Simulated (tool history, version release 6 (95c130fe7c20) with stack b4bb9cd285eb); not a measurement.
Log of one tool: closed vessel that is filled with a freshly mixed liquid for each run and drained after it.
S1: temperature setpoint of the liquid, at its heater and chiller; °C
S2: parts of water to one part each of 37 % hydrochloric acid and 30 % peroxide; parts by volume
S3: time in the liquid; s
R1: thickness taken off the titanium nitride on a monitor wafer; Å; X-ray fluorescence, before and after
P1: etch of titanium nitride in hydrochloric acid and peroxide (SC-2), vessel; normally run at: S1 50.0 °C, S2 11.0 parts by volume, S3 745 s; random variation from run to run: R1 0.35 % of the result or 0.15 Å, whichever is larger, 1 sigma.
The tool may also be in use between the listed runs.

{"run": 1, "hour": 17.3, "S1": 50.0, "S2": 11.0, "S3": 745, "R1": 91.906}
{"hour": 19.9, "done": "new drum of peroxide connected"}
{"run": 2, "hour": 31.5, "S1": 50.0, "S2": 19.0, "S3": 745, "R1": 56.903}
{"run": 3, "hour": 45.2, "S1": 50.0, "S2": 11.0, "S3": 745, "R1": 91.986}
{"hour": 54.0, "done": "thermometer replaced"}
{"run": 4, "hour": 56.7, "S1": 63.0, "S2": 4.5, "S3": 745, "R1": 422.44}
{"run": 5, "hour": 70.0, "S1": 63.5, "S2": 11.0, "S3": 745, "R1": 219.06}
{"run": 6, "hour": 85.0, "S1": 56.5, "S2": 11.0, "S3": 295, "R1": 55.902}
{"run": 7, "hour": 94.8, "S1": 50.0, "S2": 11.0, "S3": 745, "R1": 92.07}
{"run": 8, "hour": 104.1, "S1": 50.0, "S2": 11.0, "S3": 30, "R1": 3.8836}
{"run": 9, "hour": 114.5, "S1": 50.0, "S2": 11.0, "S3": 1230, "R1": 152.13}
{"run": 10, "hour": 128.3, "S1": 50.0, "S2": 15.5, "S3": 325, "R1": 29.626}
{"run": 11, "hour": 142.9, "S1": 50.0, "S2": 11.0, "S3": 745, "R1": 91.755}
{"run": 12, "hour": 150.8, "S1": 50.0, "S2": 4.0, "S3": 745, "R1": 199.83}
{"run": 13, "hour": 166.2, "S1": 36.5, "S2": 11.0, "S3": 745, "R1": 35.848}
{"run": 14, "hour": 177.4, "S1": 50.0, "S2": 11.0, "S3": 745, "R1": 92.109}
{"run": 15, "hour": 190.9, "S1": 50.0, "S2": 11.0, "S3": 745, "R1": 94.447}
{"run": 16, "hour": 207.4, "S1": 50.0, "S2": 11.0, "S3": 745, "R1": 95.545}
{"run": 17, "hour": 224.8, "S1": 50.0, "S2": 11.0, "S3": 745, "R1": 97.545}
{"run": 18, "hour": 239.6, "S1": 50.0, "S2": 11.0, "S3": 745, "R1": 97.913}
{"run": 19, "hour": 250.7, "S1": 50.0, "S2": 11.0, "S3": 745, "R1": 98.413}
{"run": 20, "hour": 262.5, "S1": 50.0, "S2": 11.0, "S3": 745, "R1": 99.222}
{"run": 21, "hour": 278.0, "S1": 50.0, "S2": 11.0, "S3": 745, "R1": 98.942}
{"run": 22, "hour": 289.0, "S1": 50.0, "S2": 11.0, "S3": 745, "R1": 98.732}
{"run": 23, "hour": 302.9, "S1": 50.0, "S2": 11.0, "S3": 745, "R1": 98.524}
{"run": 24, "hour": 317.2, "S1": 50.0, "S2": 11.0, "S3": 745, "R1": 98.87}

What P1 gives has crept away from where it was. These 2 causes fit the log equally well, each at the size given:
A: chemicals flow above the setpoint (%) = 9.14
B: liquid hotter than its thermometer reads (K) = 1.11
The creep began at about hour 177.4.
Why every other cause is out:
peroxide weaker than its label (%): at most 8, which would move R1 by -7.4 %: too little, or the wrong way

4 check runs are offered, each on 2 wafers whose results are averaged, their results left as question marks. Which one tells the causes apart?
{"run": "check 1", "hour": 331.5, "S1": 50.0, "S2": 17.5, "S3": 475, "R1": "?"}
{"run": "check 2", "hour": 331.5, "S1": 62.5, "S2": 11.0, "S3": 745, "R1": "?"}
{"run": "check 3", "hour": 331.5, "S1": 57.5, "S2": 11.0, "S3": 745, "R1": "?"}
{"run": "check 4", "hour": 331.5, "S1": 39.0, "S2": 4.0, "S3": 745, "R1": "?"}

What each check would give under each cause:
check=check_1 result=R1 if_A=42.2830 if_B=42.0980
check=check_2 result=R1 if_A=220.8900 if_B=219.7600
check=check_3 result=R1 if_A=161.4100 if_B=160.9300
check=check_4 result=R1 if_A=98.8030 if_B=100.9600
How far apart the two closest causes lie, in the result that separates them most: check 1 0.44 %; check 2 0.51 %; check 3 0.3 %; check 4 2.16 %
Only check 4 tells the causes apart: in the others they would give nearly the same result.

Then check 4 was run and gave: R1 100.8500 Å. Which cause is it?

It is B: liquid hotter than its thermometer reads (K).
